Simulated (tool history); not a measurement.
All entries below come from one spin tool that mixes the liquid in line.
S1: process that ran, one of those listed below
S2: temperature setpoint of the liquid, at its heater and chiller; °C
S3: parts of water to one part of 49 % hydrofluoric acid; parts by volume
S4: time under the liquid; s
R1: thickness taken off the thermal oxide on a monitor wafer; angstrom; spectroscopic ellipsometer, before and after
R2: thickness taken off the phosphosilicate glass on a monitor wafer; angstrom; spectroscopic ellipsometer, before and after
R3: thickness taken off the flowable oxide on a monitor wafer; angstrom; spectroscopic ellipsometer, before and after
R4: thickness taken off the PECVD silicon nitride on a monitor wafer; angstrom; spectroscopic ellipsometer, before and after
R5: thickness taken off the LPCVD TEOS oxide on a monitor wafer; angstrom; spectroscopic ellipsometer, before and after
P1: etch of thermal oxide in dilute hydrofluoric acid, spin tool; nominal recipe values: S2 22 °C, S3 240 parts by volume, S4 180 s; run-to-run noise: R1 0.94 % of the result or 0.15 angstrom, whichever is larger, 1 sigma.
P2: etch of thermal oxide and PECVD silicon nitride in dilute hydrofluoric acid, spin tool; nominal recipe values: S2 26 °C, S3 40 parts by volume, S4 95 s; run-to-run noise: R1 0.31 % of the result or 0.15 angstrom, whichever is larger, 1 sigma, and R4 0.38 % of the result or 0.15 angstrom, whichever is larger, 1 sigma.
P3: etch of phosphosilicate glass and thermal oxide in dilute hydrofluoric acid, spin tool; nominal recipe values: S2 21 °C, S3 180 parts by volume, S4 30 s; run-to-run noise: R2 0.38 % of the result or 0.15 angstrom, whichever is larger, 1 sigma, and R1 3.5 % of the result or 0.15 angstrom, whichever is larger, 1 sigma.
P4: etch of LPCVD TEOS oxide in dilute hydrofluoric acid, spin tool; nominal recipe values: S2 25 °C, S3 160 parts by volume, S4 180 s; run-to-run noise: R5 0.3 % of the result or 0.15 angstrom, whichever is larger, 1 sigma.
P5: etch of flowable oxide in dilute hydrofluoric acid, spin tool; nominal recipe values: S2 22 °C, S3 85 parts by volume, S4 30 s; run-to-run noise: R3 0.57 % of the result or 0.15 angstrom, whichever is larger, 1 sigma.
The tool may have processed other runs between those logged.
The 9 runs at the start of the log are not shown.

run   hour  S1  S2   S3   S4      R1  R2      R3      R4      R5
 10   87.3  P1  17  240  180  22.894
 11   95.5  P2  26   40   95  121.17              79.705
 12  104.2  P2  26   40  140  178.41              117.45
 13  112.1  P1  26  115  180   77.42
 14  119.4  P1  22  410  180  13.839
 15  130.6  P5  22   40   30              248.74
 16  141.9  P5  22   85   30              107.88
 17  148.9  P4  25  160  180                               274.8
 18  160.8  P4  25  160  260                              398.02

For run 19, what comes out?
     162.1  -- thermometer replaced
 19  170.2  P1  22  240  180   ?

{"run 19": {"R1": 27.379}}
